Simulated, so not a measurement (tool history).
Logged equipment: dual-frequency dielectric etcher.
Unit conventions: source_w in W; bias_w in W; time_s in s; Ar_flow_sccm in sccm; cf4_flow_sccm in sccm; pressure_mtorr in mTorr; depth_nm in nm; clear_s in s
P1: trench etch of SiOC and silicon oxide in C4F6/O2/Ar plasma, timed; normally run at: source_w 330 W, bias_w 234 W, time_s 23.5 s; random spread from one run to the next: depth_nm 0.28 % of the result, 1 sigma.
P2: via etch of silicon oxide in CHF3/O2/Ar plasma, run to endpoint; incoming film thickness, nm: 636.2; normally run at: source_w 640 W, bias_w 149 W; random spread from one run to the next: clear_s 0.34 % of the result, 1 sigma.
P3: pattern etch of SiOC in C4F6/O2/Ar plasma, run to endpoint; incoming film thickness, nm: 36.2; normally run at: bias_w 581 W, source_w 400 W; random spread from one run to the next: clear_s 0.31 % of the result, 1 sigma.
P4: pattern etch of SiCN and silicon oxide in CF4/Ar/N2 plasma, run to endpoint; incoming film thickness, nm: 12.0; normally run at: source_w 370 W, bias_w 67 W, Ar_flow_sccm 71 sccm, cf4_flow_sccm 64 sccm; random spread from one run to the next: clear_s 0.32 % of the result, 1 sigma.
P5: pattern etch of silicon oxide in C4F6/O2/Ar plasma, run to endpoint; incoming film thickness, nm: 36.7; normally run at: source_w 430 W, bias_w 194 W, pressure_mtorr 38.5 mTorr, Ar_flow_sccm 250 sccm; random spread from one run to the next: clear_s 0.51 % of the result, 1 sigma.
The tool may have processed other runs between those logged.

| run | day | process | source_w | bias_w | time_s | Ar_flow_sccm | cf4_flow_sccm | pressure_mtorr | hours since the last wet clean | hours since the last source power generator calibration | hours since the last bias power generator calibration | depth_nm | clear_s |
|---|---|---|---|---|---|---|---|---|---|---|---|---|---|
| 1 | 0.162 | P1 | 330 | 234 | 23.5 |  |  |  | 183.9 | 2438.8 | 359.3 | 47.21 |  |
| 2 | 0.338 | P2 | 640 | 89 |  |  |  |  | 188.1 | 2443 | 363.5 |  | 386.83 |
| 3 | 0.542 | P3 | 400 | 581 |  |  |  |  | 193 | 2447.9 | 368.4 |  | 11.538 |
| 4 | 0.783 | P3 | 400 | 365 |  |  |  |  | 198.8 | 2453.7 | 374.2 |  | 13.721 |
| 5 | 0.942 | P3 | 260 | 581 |  |  |  |  | 202.6 | 2457.5 | 378 |  | 13.49 |
| 6 | 1.079 | P1 | 330 | 306 | 23.5 |  |  |  | 205.9 | 2460.8 | 381.3 | 52.037 |  |
| 7 | 1.212 | P1 | 330 | 234 | 23.5 |  |  |  | 209.1 | 2464 | 384.5 | 47.221 |  |
| 8 | 1.471 | P1 | 330 | 234 | 23.5 |  |  |  | 215.3 | 2470.2 | 390.7 | 47.285 |  |
| 9 | 1.692 | P4 | 370 | 67 |  | 41 | 64 |  | 220.6 | 2475.5 | 396 |  | 15.567 |
| 10 | 1.875 | P4 | 370 | 67 |  | 71 | 64 |  | 225 | 2479.9 | 400.4 |  | 16.776 |
| 11 | 1.996 | P1 | 330 | 234 | 23.5 |  |  |  | 227.9 | 2482.8 | 403.3 | 47.413 |  |
| 12 | 2.171 | P4 | 370 | 67 |  | 71 | 82 |  | 232.1 | 2487 | 407.5 |  | 16.199 |
| 13 | 2.4 | P2 | 640 | 149 |  |  |  |  | 237.6 | 2492.5 | 413 |  | 331.39 |
| 14 | 2.583 | P5 | 430 | 194 |  | 250 |  | 38.5 | 242 | 2496.9 | 417.4 |  | 11.404 |
| 15 | 2.712 | P4 | 240 | 67 |  | 71 | 64 |  | 245.1 | 2500 | 420.5 |  | 24.548 |
| 16 | 2.921 | P2 | 490 | 149 |  |  |  |  | 250.1 | 2505 | 425.5 |  | 369.07 |
|  | 2.983 | wet clean of the chamber |
| 17 | 3.088 | P1 | 270 | 234 | 30.5 |  |  |  | 2.5 | 2509 | 429.5 | 56.571 |  |
| 18 | 3.296 | P1 | 270 | 189 | 23.5 |  |  |  | 7.5 | 2514 | 434.5 | 40.533 |  |
| 19 | 3.467 | P1 | 330 | 164 | 23.5 |  |  |  | 11.6 | 2518.1 | 438.6 | 42.267 |  |
| 20 | 3.592 | P1 | 250 | 234 | 23.5 |  |  |  | 14.6 | 2521.1 | 441.6 | 42.42 |  |
| 21 | 3.729 | P1 | 330 | 168 | 31.5 |  |  |  | 17.9 | 2524.4 | 444.9 | 56.588 |  |
|  | 3.833 | bias power generator calibrated |
| 22 | 3.908 | P1 | 330 | 234 | 23.5 |  |  |  | 22.2 | 2528.7 | 1.8 | 47.204 |  |
| 23 | 4.121 | P4 | 370 | 48 |  | 71 | 64 |  | 27.3 | 2533.8 | 6.9 |  | 18.706 |
| 24 | 4.333 | P5 | 250 | 194 |  | 250 |  | 38.5 | 32.4 | 2538.9 | 12 |  | 14.099 |
| 25 | 4.558 | P1 | 330 | 234 | 14 |  |  |  | 37.8 | 2544.3 | 17.4 | 28.192 |  |

For run 26, what comes out?
| 26 | 4.796 | P5 | 430 | 194 |  | 250 |  | 38.5 | 43.5 | 2550 | 23.1 |  | ? |

clear_s: 11.377 s
